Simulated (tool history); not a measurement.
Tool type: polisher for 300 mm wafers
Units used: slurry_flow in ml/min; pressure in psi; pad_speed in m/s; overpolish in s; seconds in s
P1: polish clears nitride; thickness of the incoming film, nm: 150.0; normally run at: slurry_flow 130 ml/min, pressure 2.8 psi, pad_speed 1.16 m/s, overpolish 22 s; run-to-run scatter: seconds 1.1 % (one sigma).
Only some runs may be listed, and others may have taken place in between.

run,hour,slurry_flow,pressure,pad_speed,overpolish,seconds
1,10.1,130,2.8,1.16,22,156.39
2,18.2,130,2.8,1.16,7,157.98
3,34.8,130,2.8,1.16,39,156
4,48.8,165,2.8,1.52,22,114.87
5,62.7,130,2.8,1.16,22,157.73
6,79.2,80,2.8,1.16,22,172.84
7,87.8,130,3.5,1.16,36,125.95
8,101.2,130,2.8,1.74,22,103.46
9,116,130,2.8,1.16,22,155.83
10,126.3,130,2.8,0.56,22,319.22
11,136,130,4.4,1.16,22,98.845
12,147.3,130,1.6,1.16,22,273.81
13,161.7,130,2.8,1.16,22,156.75
14,174.4,175,2.8,1.16,22,148.72
15,187.8,130,4.2,1.68,22,70.959
16,198.5,130,2.8,1.16,22,155.51
17,208.6,130,2.8,1.16,22,161.52
18,221.6,130,2.8,1.16,22,165.55
19,233.8,130,2.8,1.16,22,164.83
20,241.2,130,2.8,1.16,22,167.48
21,257,130,2.8,1.16,22,166.69
22,270,130,2.8,1.16,22,171.87
23,278.7,130,2.8,1.16,22,169.75
# hour 280.4: head pressure recalibrated
24,291.1,130,2.8,1.16,22,173.41
25,305.5,130,2.8,1.16,22,171.51
26,315.9,130,2.8,1.16,22,176.92
27,329.9,130,2.8,1.16,22,175.1

Something has made what P1 gives creep away from where it was; the 2 causes below, each at its own stated size, fit the log equally well:
A: slurry flow missing at the pad, % = 36.4
B: removal rate lost through wear of the pad, % = 10.5
Creep in the process output first set in at about hour 198.5.
Every other cause this tool's parts could produce, and why it does not fit the log:
head's pressure below its setpoint, %: work on it at hour 280.4, done after the drift set in, did not restore what the process gave before

The 4 check runs listed below each average the results of 2 wafers, and their outcomes are marked with question marks. Under which run would the listed causes produce clearly different results?
check 1,343.9,130,2.8,0.82,22,?
check 2,343.9,130,2.8,0.86,7,?
check 3,343.9,80,2.8,1.16,36,?
check 4,343.9,130,4.3,0.58,22,?

Expected result of each check under each candidate cause:
check,result,if A,if B
check 1,seconds,245.24,245.29
check 2,seconds,233.84,233.88
check 3,seconds,206.97,195.63
check 4,seconds,225.77,225.81
Distance between the nearest two causes, measured in the result of the check that separates them most: check 1 0.02 %; check 2 0.02 %; check 3 5.64 %; check 4 0.02 %
Only check 3 tells the causes apart: in the others they would give nearly the same result.

Then check 3 was run and gave: seconds 195.92 s. Which cause is it?

B is the cause: removal rate lost through wear of the pad, %.
